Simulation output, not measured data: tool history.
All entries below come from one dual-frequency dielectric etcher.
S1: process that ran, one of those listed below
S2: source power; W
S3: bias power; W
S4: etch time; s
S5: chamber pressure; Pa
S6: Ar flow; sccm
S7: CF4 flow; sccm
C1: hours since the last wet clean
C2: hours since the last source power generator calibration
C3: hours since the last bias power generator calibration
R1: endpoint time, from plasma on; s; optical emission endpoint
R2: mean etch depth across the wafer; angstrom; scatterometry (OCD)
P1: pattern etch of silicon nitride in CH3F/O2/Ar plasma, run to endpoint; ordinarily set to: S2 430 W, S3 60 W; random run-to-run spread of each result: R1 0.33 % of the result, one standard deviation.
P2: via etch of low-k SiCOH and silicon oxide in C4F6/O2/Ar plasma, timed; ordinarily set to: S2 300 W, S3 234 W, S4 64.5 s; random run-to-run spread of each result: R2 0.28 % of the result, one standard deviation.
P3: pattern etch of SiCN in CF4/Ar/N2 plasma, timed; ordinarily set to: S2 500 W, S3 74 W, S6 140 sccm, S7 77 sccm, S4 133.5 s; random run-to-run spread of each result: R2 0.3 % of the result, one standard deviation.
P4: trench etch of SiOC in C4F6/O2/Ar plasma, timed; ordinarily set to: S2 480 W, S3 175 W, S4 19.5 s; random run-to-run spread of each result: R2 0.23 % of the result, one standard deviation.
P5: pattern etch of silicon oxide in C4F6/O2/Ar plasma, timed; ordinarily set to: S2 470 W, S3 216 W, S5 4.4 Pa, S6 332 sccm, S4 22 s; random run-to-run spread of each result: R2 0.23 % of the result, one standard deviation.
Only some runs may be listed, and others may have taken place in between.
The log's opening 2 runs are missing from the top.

| run | hour | S1 | S2 | S3 | S4 | S5 | S6 | S7 | C1 | C2 | C3 | R1 | R2 |
|---|---|---|---|---|---|---|---|---|---|---|---|---|---|
| 3 | 46.4 | P5 | 470 | 216 | 15 | 4.4 | 332 |  | 266.9 | 580.2 | 712.2 |  | 509.95 |
| 4 | 60.5 | P5 | 640 | 216 | 22 | 4.4 | 332 |  | 281 | 594.3 | 726.3 |  | 845.26 |
| 5 | 79.2 | P4 | 480 | 126 | 19.5 |  |  |  | 299.7 | 613 | 745 |  | 409.47 |
| 6 | 91.6 | P1 | 430 | 60 |  |  |  |  | 312.1 | 625.4 | 757.4 | 52.146 |  |
| 7 | 108.7 | P3 | 500 | 56 | 133.5 |  | 140 | 77 | 329.2 | 642.5 | 774.5 |  | 1105.5 |
| 8 | 120.1 | P5 | 470 | 216 | 22 | 6.1 | 332 |  | 340.6 | 653.9 | 785.9 |  | 718.62 |
| 9 | 128.4 | P3 | 300 | 74 | 133.5 |  | 140 | 77 | 348.9 | 662.2 | 794.2 |  | 779.57 |
| 10 | 138.9 | P5 | 470 | 216 | 22 | 4.4 | 332 |  | 359.4 | 672.7 | 804.7 |  | 750.82 |
| 11 | 148.3 | P3 | 500 | 74 | 133.5 |  | 140 | 77 | 368.8 | 682.1 | 814.1 |  | 1217.3 |
| 12 | 157 | P4 | 480 | 175 | 19.5 |  |  |  | 377.5 | 690.8 | 822.8 |  | 450.31 |
| 13 | 170.4 | P3 | 500 | 74 | 133.5 |  | 140 | 77 | 390.9 | 704.2 | 836.2 |  | 1217.2 |
| 14 | 189.5 | P1 | 430 | 60 |  |  |  |  | 410 | 723.3 | 855.3 | 52.53 |  |
| 15 | 207.4 | P2 | 300 | 234 | 93 |  |  |  | 427.9 | 741.2 | 873.2 |  | 2389 |
| 16 | 226.5 | P5 | 470 | 216 | 22 | 4.4 | 332 |  | 447 | 760.3 | 892.3 |  | 749.44 |
| 17 | 239.2 | P1 | 430 | 60 |  |  |  |  | 459.7 | 773 | 905 | 52.493 |  |
| 18 | 249.6 | P1 | 430 | 72 |  |  |  |  | 470.1 | 783.4 | 915.4 | 49.318 |  |
| 19 | 258.7 | P2 | 300 | 234 | 64.5 |  |  |  | 479.2 | 792.5 | 924.5 |  | 1649.7 |
| 20 | 272.9 | P1 | 570 | 75 |  |  |  |  | 493.4 | 806.7 | 938.7 | 43.498 |  |
| 21 | 286.5 | P1 | 430 | 39 |  |  |  |  | 507 | 820.3 | 952.3 | 59.842 |  |
| 22 | 303.2 | P4 | 480 | 175 | 10.5 |  |  |  | 523.7 | 837 | 969 |  | 241.96 |
| 23 | 321.3 | P3 | 500 | 74 | 189 |  | 140 | 77 | 541.8 | 855.1 | 987.1 |  | 1732.5 |
| 24 | 330.4 | P1 | 580 | 60 |  |  |  |  | 550.9 | 864.2 | 996.2 | 46.545 |  |
|  | 337.1 | wet clean of the chamber |
| 25 | 341.9 | P5 | 470 | 294 | 22 | 4.4 | 332 |  | 4.8 | 875.7 | 1007.7 |  | 827.51 |
| 26 | 353.7 | P2 | 200 | 234 | 64.5 |  |  |  | 16.6 | 887.5 | 1019.5 |  | 1422.1 |
| 27 | 362.4 | P5 | 470 | 216 | 22 | 4.4 | 220 |  | 25.3 | 896.2 | 1028.2 |  | 779.75 |

Predict the results of run 28:
| 28 | 378.7 | P3 | 500 | 74 | 133.5 |  | 173 | 77 | 41.6 | 912.5 | 1044.5 |  | ? |

R2: 1179.1 angstrom
